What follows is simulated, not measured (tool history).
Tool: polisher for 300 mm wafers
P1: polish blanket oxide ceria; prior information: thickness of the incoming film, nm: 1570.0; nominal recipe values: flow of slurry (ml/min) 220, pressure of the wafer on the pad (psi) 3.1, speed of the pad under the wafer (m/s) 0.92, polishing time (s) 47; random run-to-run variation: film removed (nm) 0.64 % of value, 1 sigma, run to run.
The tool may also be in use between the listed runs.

run,hour,flow of slurry (ml/min),pressure of the wafer on the pad (psi),speed of the pad under the wafer (m/s),polishing time (s),film removed (nm)
1,4.2,220,3.1,0.92,47,194.62
2,11.3,130,3.1,0.92,47,178.38
3,14.8,220,3.1,0.92,72,294.01
4,19.7,220,3.1,0.92,47,193
5,23.6,220,3.1,0.92,23,94.659
6,27.7,220,3.1,0.64,47,135.14
7,32.1,220,1.4,0.92,47,87.819
8,38,320,3.1,0.92,47,201.07
9,42.1,220,3.1,0.92,47,192.36
10,49.4,220,4.9,0.92,47,306.35
11,56.7,130,1.9,0.92,47,110.37
12,63.6,220,3.1,0.92,47,192.91
# hour 69.2: worn pad replaced by a new one
13,69.6,220,3.1,0.92,47,193.42
14,76.4,220,3.1,1.42,47,298.51
15,81.4,220,3.1,0.92,47,196.74
16,85.2,220,4.4,0.92,72,421.81
17,89.2,220,3.1,0.92,47,193.26
18,95.1,220,3.1,0.92,47,190.79
19,101.9,220,3.1,0.92,47,186.55
20,107.6,220,3.1,0.92,47,187.88
21,112.3,220,3.1,0.92,47,187.04
22,116.6,220,3.1,0.92,47,182.91
# hour 117.9: worn pad replaced by a new one
23,123.7,220,3.1,0.92,47,183.73
24,127.2,220,3.1,0.92,47,184.48
25,135,220,3.1,0.92,47,181.69

Compared with where it was, what P1 gives has crept away. Each cause listed below fits the log as well as the rest, at the size given for it:
A: slurry flow missing at the pad, % = 33.1
B: head's pressure below its setpoint, % = 5.68
The drift started at roughly hour 89.2.
Each remaining cause and why it is not a fit:
removal rate lost through wear of the pad, %: serviced at hour 117.9, after the change had begun; the process did not return to its earlier output

Of the 4 check runs below, each run on 2 wafers with the results averaged and each result still a question mark, which one would tell the listed causes apart?
check 1,142.8,130,3.1,1.36,47,?
check 2,142.8,220,1.4,0.92,25,?
check 3,142.8,220,3.1,0.92,33,?
check 4,142.8,220,3.1,1.4,27,?

Check results expected under each cause:
check,result,if A,if B
check 1,film removed (nm),240.48,249.26
check 2,film removed (nm),43.939,43.933
check 3,film removed (nm),128.43,128.41
check 4,film removed (nm),159.9,159.88
How far apart the two closest causes lie, in the result that separates them most: check 1 3.59 %; check 2 0.01 %; check 3 0.01 %; check 4 0.01 %
Only check 1 tells the causes apart: in the others they would give nearly the same result.

Check 1 has now been run. It gave: film removed (nm) 240. Which of the candidate causes is it?

The cause is A: slurry flow missing at the pad, %.
